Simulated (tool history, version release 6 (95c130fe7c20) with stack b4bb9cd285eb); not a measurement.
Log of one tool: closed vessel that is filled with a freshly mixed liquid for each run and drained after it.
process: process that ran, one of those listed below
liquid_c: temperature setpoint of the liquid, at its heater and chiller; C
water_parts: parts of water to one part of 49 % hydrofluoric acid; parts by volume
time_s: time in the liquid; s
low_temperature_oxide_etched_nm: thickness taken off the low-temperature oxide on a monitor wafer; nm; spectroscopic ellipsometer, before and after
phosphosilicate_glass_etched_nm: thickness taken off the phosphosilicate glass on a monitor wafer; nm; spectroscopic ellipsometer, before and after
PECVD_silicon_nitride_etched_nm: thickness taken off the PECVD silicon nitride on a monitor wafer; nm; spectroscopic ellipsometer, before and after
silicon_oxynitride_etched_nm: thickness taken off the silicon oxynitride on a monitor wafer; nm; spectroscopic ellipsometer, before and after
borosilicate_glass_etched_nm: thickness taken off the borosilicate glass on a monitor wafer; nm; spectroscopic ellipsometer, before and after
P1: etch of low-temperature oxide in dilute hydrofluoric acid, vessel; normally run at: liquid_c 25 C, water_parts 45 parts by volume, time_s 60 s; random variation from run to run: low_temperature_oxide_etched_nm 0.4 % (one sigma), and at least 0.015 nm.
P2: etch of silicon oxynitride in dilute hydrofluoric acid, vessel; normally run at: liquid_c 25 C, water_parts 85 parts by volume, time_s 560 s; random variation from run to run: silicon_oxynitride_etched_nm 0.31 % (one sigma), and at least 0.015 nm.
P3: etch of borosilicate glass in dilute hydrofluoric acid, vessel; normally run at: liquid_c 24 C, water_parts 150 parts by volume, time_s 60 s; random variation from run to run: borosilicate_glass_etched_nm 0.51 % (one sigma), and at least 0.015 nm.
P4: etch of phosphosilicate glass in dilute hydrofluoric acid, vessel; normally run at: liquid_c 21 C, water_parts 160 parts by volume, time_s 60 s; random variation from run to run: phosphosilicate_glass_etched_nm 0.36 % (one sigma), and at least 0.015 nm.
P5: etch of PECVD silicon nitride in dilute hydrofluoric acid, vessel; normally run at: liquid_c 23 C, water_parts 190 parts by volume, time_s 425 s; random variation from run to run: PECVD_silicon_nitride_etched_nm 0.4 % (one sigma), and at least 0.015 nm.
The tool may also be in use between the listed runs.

run,hour,process,liquid_c,water_parts,time_s,hours since the thermometer was replaced,hours since the hydrofluoric acid flow meter was replaced,low_temperature_oxide_etched_nm,phosphosilicate_glass_etched_nm,PECVD_silicon_nitride_etched_nm,silicon_oxynitride_etched_nm,borosilicate_glass_etched_nm
1,8.3,P1,25,45,60,408.3,580,33.856,,,,
2,18.5,P1,17,45,60,418.5,590.2,24.418,,,,
3,31.6,P4,17,160,60,431.6,603.3,,53.109,,,
4,47.1,P5,18.5,190,425,447.1,618.8,,,4.7699,,
5,56.8,P1,25,45,60,456.8,628.5,34.192,,,,
6,74,P5,23,50,425,474,645.7,,,23.449,,
7,85.4,P1,25,45,60,485.4,657.1,34.239,,,,
8,93.5,P4,21,245,60,493.5,665.2,,37.246,,,
9,108.5,P1,18.5,20,60,508.5,680.2,60.818,,,,
10,118.5,P2,25,85,560,518.5,690.2,,,,16.415,
11,130.3,P4,21,160,35,530.3,702,,36.336,,,
12,146.5,P1,25,20,60,546.5,718.2,79.321,,,,
13,163,P1,25,45,60,563,734.7,34.205,,,,
14,173.1,P1,25,45,105,573.1,744.8,59.501,,,,
15,189.7,P5,23,190,120,589.7,761.4,,,1.7917,,
16,201.9,P2,25,140,560,601.9,773.6,,,,9.5527,
17,214.6,P3,17,150,60,614.6,786.3,,,,,10.345
18,226.5,P1,25,45,60,626.5,798.2,34.164,,,,
19,243.7,P3,24,25,60,643.7,815.4,,,,,94.937
20,259.6,P4,21,160,60,659.6,831.3,,62.352,,,
21,271.4,P3,24,150,60,671.4,843.1,,,,,13.504
22,285.1,P2,18.5,85,560,685.1,856.8,,,,11.92,
23,301.5,P1,25,70,85,701.5,873.2,30.107,,,,
24,316.6,P1,25,45,30,716.6,888.3,17.057,,,,
25,329.5,P4,21,160,60,729.5,901.2,,62.435,,,
26,342.5,P1,25,75,60,742.5,914.2,19.661,,,,
27,353.9,P2,25,85,30,753.9,925.6,,,,0.91364,
28,366.5,P3,24,150,120,766.5,938.2,,,,,27.105
29,375.6,P2,25,85,560,775.6,947.3,,,,16.387,
30,384,P1,29.5,45,60,784,955.7,40.825,,,,
31,394.3,P5,23,190,425,794.3,966,,,6.317,,
32,410.9,P1,25,45,60,810.9,982.6,34.241,,,,
33,422.3,P1,25,45,60,822.3,994,35.226,,,,
34,435.7,P1,25,45,60,835.7,1007.4,35.428,,,,
35,448.8,P1,25,45,60,848.8,1020.5,36.11,,,,
36,464.6,P1,25,45,60,864.6,1036.3,36.503,,,,
37,482,P1,25,45,60,882,1053.7,36.379,,,,
38,491.4,P1,25,45,60,891.4,1063.1,36.516,,,,
39,500.1,P1,25,45,60,900.1,1071.8,36.625,,,,
40,512.8,P1,25,45,60,912.8,1084.5,36.414,,,,

What P1 gives has crept away from where it was. These 2 causes fit the log equally well, each at the size given:
A: liquid hotter than its thermometer reads (K) = 1.7
B: hydrofluoric acid flow above the setpoint (%) = 6.75
The creep began at about hour 410.9.

4 check runs are offered, one wafer each, their results left as question marks. Which one tells the causes apart?
check 1,525.5,P5,19,190,425,,,,,?,,
check 2,525.5,P2,21,85,35,,,,,,?,
check 3,525.5,P3,24,45,110,,,,,,,?
check 4,525.5,P4,17,160,60,,,,?,,,

What each check would give under each cause:
check,result,if A,if B
check 1,PECVD_silicon_nitride_etched_nm,5.4586,5.1981
check 2,silicon_oxynitride_etched_nm,0.9197,0.90761
check 3,borosilicate_glass_etched_nm,101.54,101.49
check 4,phosphosilicate_glass_etched_nm,56.808,57.172
How far apart the two closest causes lie, in the result that separates them most: check 1 4.89 %; check 2 1.32 %; check 3 0.05 %; check 4 0.64 %
Only check 1 tells the causes apart: in the others they would give nearly the same result.

Then check 1 was run and gave: PECVD_silicon_nitride_etched_nm 5.4776 nm. Which cause is it?

It is A: liquid hotter than its thermometer reads (K).
